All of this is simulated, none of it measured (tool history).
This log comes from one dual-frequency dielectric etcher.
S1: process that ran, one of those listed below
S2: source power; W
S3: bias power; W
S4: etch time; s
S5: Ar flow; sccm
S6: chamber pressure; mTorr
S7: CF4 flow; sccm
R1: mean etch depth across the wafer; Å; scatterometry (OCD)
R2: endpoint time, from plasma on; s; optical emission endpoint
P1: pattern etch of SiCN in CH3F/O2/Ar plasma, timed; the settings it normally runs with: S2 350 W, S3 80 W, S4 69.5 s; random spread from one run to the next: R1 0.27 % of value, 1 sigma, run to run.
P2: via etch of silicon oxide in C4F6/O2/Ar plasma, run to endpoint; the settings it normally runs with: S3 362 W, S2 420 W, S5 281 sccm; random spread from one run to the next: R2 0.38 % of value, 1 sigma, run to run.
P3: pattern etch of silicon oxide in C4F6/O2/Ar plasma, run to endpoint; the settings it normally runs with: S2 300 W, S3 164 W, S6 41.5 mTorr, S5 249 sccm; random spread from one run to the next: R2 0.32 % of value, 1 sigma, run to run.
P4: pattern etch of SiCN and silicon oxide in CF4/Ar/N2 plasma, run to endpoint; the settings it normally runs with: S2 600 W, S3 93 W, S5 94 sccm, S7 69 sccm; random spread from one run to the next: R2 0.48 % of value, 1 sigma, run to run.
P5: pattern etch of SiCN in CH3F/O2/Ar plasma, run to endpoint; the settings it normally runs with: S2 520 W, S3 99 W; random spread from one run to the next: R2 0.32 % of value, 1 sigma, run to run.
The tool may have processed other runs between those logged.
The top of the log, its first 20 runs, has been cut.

run   hour  S1   S2   S3    S4   S5    S6  S7      R1      R2
 21  160.3  P1  350   80    85                 330.95
 22  166.9  P1  460   80  69.5                 300.66
     168.8  -- source power generator calibrated
 23  172.9  P4  600   93         94        69           8.816
 24    180  P3  300  164        249  41.5              14.749
 25  185.5  P4  600  114         94        69          8.2435
 26  194.4  P3  370  164        249  41.5              13.629
 27  199.4  P2  420  362        389                    29.254
 28  207.7  P1  350   80  69.5                 269.85
 29  216.6  P1  350   59  69.5                 243.97
 30  224.1  P3  300  164        314  41.5              15.126
 31  229.3  P1  350   80  69.5                 270.72
 32  236.4  P1  220   80  69.5                 229.33
 33  242.2  P5  520  131                               27.004
 34  249.1  P4  600   93         94        93          8.4417
 35    254  P1  350   80  69.5                 270.55
 36  261.1  P1  350   80  69.5                 268.85
 37  270.5  P1  350   80  69.5                 270.22
 38    278  P1  350   80  69.5                 268.55
 39  287.6  P1  350   80  69.5                 267.96
 40  296.8  P1  350   80  69.5                 267.33
 41    306  P1  350   80  69.5                  267.6

Predict the results of run 42:
 42   316  P1  350  80  69.5               ?

R1: 267.53 Å
